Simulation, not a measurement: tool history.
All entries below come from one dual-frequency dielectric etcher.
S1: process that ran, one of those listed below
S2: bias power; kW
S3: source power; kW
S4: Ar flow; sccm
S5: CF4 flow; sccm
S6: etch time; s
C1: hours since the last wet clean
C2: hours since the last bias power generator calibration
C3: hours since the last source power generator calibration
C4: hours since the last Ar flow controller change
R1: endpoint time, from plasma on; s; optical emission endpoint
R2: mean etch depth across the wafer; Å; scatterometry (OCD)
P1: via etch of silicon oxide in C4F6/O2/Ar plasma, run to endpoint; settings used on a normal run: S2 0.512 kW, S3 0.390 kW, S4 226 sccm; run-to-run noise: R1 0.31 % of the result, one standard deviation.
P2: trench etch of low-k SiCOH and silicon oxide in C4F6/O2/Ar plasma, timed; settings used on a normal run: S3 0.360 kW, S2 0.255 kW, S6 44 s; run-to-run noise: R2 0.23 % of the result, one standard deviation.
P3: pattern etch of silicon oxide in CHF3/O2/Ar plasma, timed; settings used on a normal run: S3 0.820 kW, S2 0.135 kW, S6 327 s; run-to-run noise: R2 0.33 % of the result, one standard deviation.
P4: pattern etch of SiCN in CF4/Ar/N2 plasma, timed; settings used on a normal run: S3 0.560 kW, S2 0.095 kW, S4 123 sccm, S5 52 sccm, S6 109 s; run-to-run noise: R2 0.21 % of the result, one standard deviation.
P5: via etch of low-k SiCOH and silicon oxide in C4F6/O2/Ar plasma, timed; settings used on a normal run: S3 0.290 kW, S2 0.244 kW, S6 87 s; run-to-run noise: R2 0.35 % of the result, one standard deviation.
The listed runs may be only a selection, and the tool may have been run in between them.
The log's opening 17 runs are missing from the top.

run   hour  S1     S2     S3   S4  S5   S6     C1      C2      C3     C4      R1       R2
 18  179.7  P4  0.095  0.560   79  52  109  276.2  1879.0  2918.7  533.9          1223.70
 19  191.0  P1  0.512  0.390  135           287.5  1890.3  2930.0  545.2  36.954
 20  201.9  P1  0.512  0.470  295           298.4  1901.2  2940.9  556.1  37.694
 21  210.2  P1  0.512  0.390  226           306.7  1909.5  2949.2  564.4  39.215
 22  218.2  P1  0.512  0.390  226           314.7  1917.5  2957.2  572.4  38.892
 23  230.3  P3  0.135  0.820           180  326.8  1929.6  2969.3  584.5          3559.70
 24  242.0  P2  0.255  0.360            44  338.5  1941.3  2981.0  596.2          1488.60
 25  254.1  P1  0.512  0.390  276           350.6  1953.4  2993.1  608.3  40.174
 26  261.2  P4  0.095  0.560  123  52   84  357.7  1960.5  3000.2  615.4           885.08
 27  268.3  P1  0.512  0.470  226           364.8  1967.6  3007.3  622.5  36.572
     275.8  -- source power generator calibrated
 28  280.5  P1  0.512  0.390  226           377.0  1979.8     4.8  634.7  39.158
 29  286.9  P2  0.255  0.270            44  383.4  1986.2    11.2  641.1          1337.40
 30  294.5  P3  0.135  0.820           327  391.0  1993.8    18.8  648.7          6488.30
 31  303.7  P3  0.135  0.820           327  400.2  2003.0    28.0  657.9          6446.30
 32  315.9  P5  0.244  0.290            87  412.4  2015.2    40.2  670.1          2333.60

Run 33 is up next; what results do you expect?
 33  322.6  P5  0.244  0.230          87  419.1  2021.9  46.9  676.8       ?

{"run 33": {"R2": 2120.8}}
